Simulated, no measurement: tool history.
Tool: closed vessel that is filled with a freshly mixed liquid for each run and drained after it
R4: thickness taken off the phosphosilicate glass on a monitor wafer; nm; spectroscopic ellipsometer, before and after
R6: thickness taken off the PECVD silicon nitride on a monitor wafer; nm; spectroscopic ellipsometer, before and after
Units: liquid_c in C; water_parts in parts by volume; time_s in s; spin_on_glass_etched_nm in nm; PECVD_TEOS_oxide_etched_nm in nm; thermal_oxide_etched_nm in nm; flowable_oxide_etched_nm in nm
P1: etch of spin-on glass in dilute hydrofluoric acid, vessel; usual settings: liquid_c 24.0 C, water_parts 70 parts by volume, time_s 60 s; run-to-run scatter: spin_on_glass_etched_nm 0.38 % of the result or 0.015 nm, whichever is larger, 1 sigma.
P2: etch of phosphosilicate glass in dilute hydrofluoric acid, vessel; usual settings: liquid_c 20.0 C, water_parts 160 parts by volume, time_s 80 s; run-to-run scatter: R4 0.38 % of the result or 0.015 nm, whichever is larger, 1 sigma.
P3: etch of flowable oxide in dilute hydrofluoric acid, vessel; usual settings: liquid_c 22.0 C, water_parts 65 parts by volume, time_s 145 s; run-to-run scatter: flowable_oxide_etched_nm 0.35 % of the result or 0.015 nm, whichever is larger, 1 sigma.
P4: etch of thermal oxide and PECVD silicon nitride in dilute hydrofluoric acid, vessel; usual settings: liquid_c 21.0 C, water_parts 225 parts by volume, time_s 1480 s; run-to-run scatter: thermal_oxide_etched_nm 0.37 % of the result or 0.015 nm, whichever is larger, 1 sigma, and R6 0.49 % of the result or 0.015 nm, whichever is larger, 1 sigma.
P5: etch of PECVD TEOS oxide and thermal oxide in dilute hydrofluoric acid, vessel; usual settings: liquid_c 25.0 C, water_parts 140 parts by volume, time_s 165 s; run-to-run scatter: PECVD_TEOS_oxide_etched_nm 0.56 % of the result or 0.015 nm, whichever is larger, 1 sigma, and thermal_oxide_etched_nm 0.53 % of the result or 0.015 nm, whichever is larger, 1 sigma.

{"run": 1, "hour": 9.5, "process": "P1", "liquid_c": 24.0, "water_parts": 70, "time_s": 60, "spin_on_glass_etched_nm": 28.084}
{"run": 2, "hour": 19.9, "process": "P5", "liquid_c": 25.0, "water_parts": 140, "time_s": 310, "PECVD_TEOS_oxide_etched_nm": 44.156, "thermal_oxide_etched_nm": 9.1031}
{"run": 3, "hour": 27.3, "process": "P2", "liquid_c": 20.0, "water_parts": 160, "time_s": 80, "R4": 35.332}
{"run": 4, "hour": 41.3, "process": "P3", "liquid_c": 22.0, "water_parts": 65, "time_s": 35, "flowable_oxide_etched_nm": 10.653}
{"run": 5, "hour": 51.3, "process": "P1", "liquid_c": 24.0, "water_parts": 105, "time_s": 60, "spin_on_glass_etched_nm": 17.804}
{"run": 6, "hour": 66.1, "process": "P1", "liquid_c": 24.0, "water_parts": 20, "time_s": 60, "spin_on_glass_etched_nm": 105.65}
{"run": 7, "hour": 76.5, "process": "P1", "liquid_c": 24.0, "water_parts": 70, "time_s": 35, "spin_on_glass_etched_nm": 16.5}
{"run": 8, "hour": 90.4, "process": "P1", "liquid_c": 24.0, "water_parts": 70, "time_s": 60, "spin_on_glass_etched_nm": 28.302}
{"run": 9, "hour": 97.7, "process": "P1", "liquid_c": 29.5, "water_parts": 70, "time_s": 60, "spin_on_glass_etched_nm": 34.82}
{"run": 10, "hour": 113.2, "process": "P5", "liquid_c": 25.0, "water_parts": 30, "time_s": 165, "PECVD_TEOS_oxide_etched_nm": 127.17, "thermal_oxide_etched_nm": 26.029}
{"run": 11, "hour": 125.7, "process": "P2", "liquid_c": 20.0, "water_parts": 160, "time_s": 80, "R4": 35.403}
{"run": 12, "hour": 138.2, "process": "P4", "liquid_c": 21.0, "water_parts": 380, "time_s": 1480, "thermal_oxide_etched_nm": 13.521, "R6": 5.6355}
{"run": 13, "hour": 153.9, "process": "P3", "liquid_c": 26.5, "water_parts": 65, "time_s": 145, "flowable_oxide_etched_nm": 53.169}
{"run": 14, "hour": 162.9, "process": "P1", "liquid_c": 24.0, "water_parts": 70, "time_s": 60, "spin_on_glass_etched_nm": 28.187}
{"run": 15, "hour": 177.8, "process": "P1", "liquid_c": 24.0, "water_parts": 70, "time_s": 120, "spin_on_glass_etched_nm": 56.415}
{"run": 16, "hour": 191.5, "process": "P2", "liquid_c": 20.0, "water_parts": 50, "time_s": 80, "R4": 128.01}
{"run": 17, "hour": 205.8, "process": "P4", "liquid_c": 21.0, "water_parts": 225, "time_s": 1480, "thermal_oxide_etched_nm": 26.114, "R6": 9.4755}
{"run": 18, "hour": 221.9, "process": "P3", "liquid_c": 22.0, "water_parts": 65, "time_s": 145, "flowable_oxide_etched_nm": 43.811}
{"run": 19, "hour": 234.9, "process": "P5", "liquid_c": 25.0, "water_parts": 140, "time_s": 165, "PECVD_TEOS_oxide_etched_nm": 23.563, "thermal_oxide_etched_nm": 4.8721}
{"run": 20, "hour": 246.4, "process": "P1", "liquid_c": 24.0, "water_parts": 70, "time_s": 60, "spin_on_glass_etched_nm": 28.073}
{"run": 21, "hour": 260.5, "process": "P1", "liquid_c": 24.0, "water_parts": 70, "time_s": 60, "spin_on_glass_etched_nm": 28.253}
{"hour": 264.9, "done": "thermometer replaced"}
{"run": 22, "hour": 269.0, "process": "P5", "liquid_c": 21.0, "water_parts": 140, "time_s": 165, "PECVD_TEOS_oxide_etched_nm": 20.246, "thermal_oxide_etched_nm": 4.1499}
{"run": 23, "hour": 279.3, "process": "P1", "liquid_c": 20.0, "water_parts": 70, "time_s": 60, "spin_on_glass_etched_nm": 23.9}
{"run": 24, "hour": 287.7, "process": "P2", "liquid_c": 26.0, "water_parts": 160, "time_s": 80, "R4": 44.764}
{"run": 25, "hour": 303.0, "process": "P1", "liquid_c": 28.5, "water_parts": 120, "time_s": 60, "spin_on_glass_etched_nm": 18.429}
{"run": 26, "hour": 315.5, "process": "P4", "liquid_c": 21.0, "water_parts": 225, "time_s": 2850, "thermal_oxide_etched_nm": 50.268, "R6": 18.046}
{"run": 27, "hour": 323.2, "process": "P2", "liquid_c": 20.0, "water_parts": 160, "time_s": 30, "R4": 13.24}
{"run": 28, "hour": 333.6, "process": "P3", "liquid_c": 22.0, "water_parts": 30, "time_s": 145, "flowable_oxide_etched_nm": 99.534}
{"run": 29, "hour": 349.9, "process": "P1", "liquid_c": 24.0, "water_parts": 70, "time_s": 60, "spin_on_glass_etched_nm": 28.208}
{"run": 30, "hour": 363.1, "process": "P3", "liquid_c": 22.0, "water_parts": 65, "time_s": 145, "flowable_oxide_etched_nm": 43.907}
{"run": 31, "hour": 374.4, "process": "P4", "liquid_c": 28.5, "water_parts": 225, "time_s": 1480, "thermal_oxide_etched_nm": 34.243, "R6": 14.966}
{"run": 32, "hour": 386.7, "process": "P1", "liquid_c": 24.0, "water_parts": 70, "time_s": 60, "spin_on_glass_etched_nm": 28.257}
{"run": 33, "hour": 398.3, "process": "P1", "liquid_c": 24.0, "water_parts": 70, "time_s": 60, "spin_on_glass_etched_nm": 28.841}
{"run": 34, "hour": 414.2, "process": "P1", "liquid_c": 24.0, "water_parts": 70, "time_s": 60, "spin_on_glass_etched_nm": 29.479}
{"run": 35, "hour": 428.0, "process": "P1", "liquid_c": 24.0, "water_parts": 70, "time_s": 60, "spin_on_glass_etched_nm": 29.793}
{"run": 36, "hour": 436.1, "process": "P1", "liquid_c": 24.0, "water_parts": 70, "time_s": 60, "spin_on_glass_etched_nm": 29.649}
{"run": 37, "hour": 448.5, "process": "P1", "liquid_c": 24.0, "water_parts": 70, "time_s": 60, "spin_on_glass_etched_nm": 30.073}
{"run": 38, "hour": 461.4, "process": "P1", "liquid_c": 24.0, "water_parts": 70, "time_s": 60, "spin_on_glass_etched_nm": 30.082}
{"run": 39, "hour": 469.3, "process": "P1", "liquid_c": 24.0, "water_parts": 70, "time_s": 60, "spin_on_glass_etched_nm": 30.148}
{"run": 40, "hour": 485.9, "process": "P1", "liquid_c": 24.0, "water_parts": 70, "time_s": 60, "spin_on_glass_etched_nm": 30.293}
{"run": 41, "hour": 497.0, "process": "P1", "liquid_c": 24.0, "water_parts": 70, "time_s": 60, "spin_on_glass_etched_nm": 30.243}
{"run": 42, "hour": 513.4, "process": "P1", "liquid_c": 24.0, "water_parts": 70, "time_s": 60, "spin_on_glass_etched_nm": 30.383}
{"run": 43, "hour": 520.7, "process": "P1", "liquid_c": 24.0, "water_parts": 70, "time_s": 60, "spin_on_glass_etched_nm": 30.387}

What P1 gives has crept away from where it was. These 2 causes fit the log equally well, each at the size given:
A: liquid hotter than its thermometer reads (K) = 1.8
B: hydrofluoric acid flow above the setpoint (%) = 6.86
The creep began at about hour 386.7.

4 check runs are offered, one wafer each, their results left as question marks. Which one tells the causes apart?
{"run": "check 1", "hour": 528.0, "process": "P5", "liquid_c": 25.0, "water_parts": 140, "time_s": 165, "PECVD_TEOS_oxide_etched_nm": "?", "thermal_oxide_etched_nm": "?"}
{"run": "check 2", "hour": 528.0, "process": "P2", "liquid_c": 20.0, "water_parts": 160, "time_s": 80, "R4": "?"}
{"run": "check 3", "hour": 528.0, "process": "P3", "liquid_c": 22.0, "water_parts": 65, "time_s": 145, "flowable_oxide_etched_nm": "?"}
{"run": "check 4", "hour": 528.0, "process": "P4", "liquid_c": 21.0, "water_parts": 225, "time_s": 1480, "thermal_oxide_etched_nm": "?", "R6": "?"}

What each check would give under each cause:
check=check_1 result=PECVD_TEOS_oxide_etched_nm if_A=25.236 if_B=25.467
check=check_1 result=thermal_oxide_etched_nm if_A=5.1869 if_B=5.2344
check=check_2 result=R4 if_A=37.888 if_B=38.132
check=check_3 result=flowable_oxide_etched_nm if_A=47.472 if_B=47.358
check=check_4 result=thermal_oxide_etched_nm if_A=28.0000 if_B=28.3810
check=check_4 result=R6 if_A=10.5200 if_B=10.0030
How far apart the two closest causes lie, in the result that separates them most: check 1 0.91 %; check 2 0.64 %; check 3 0.24 %; check 4 5.04 %
Check 4 tells the causes apart: in the others they would give nearly the same result.

Check 4 was then run and gave: thermal_oxide_etched_nm 28.1830 nm; R6 9.9796 nm. Which cause is it?

It is B: hydrofluoric acid flow above the setpoint (%).
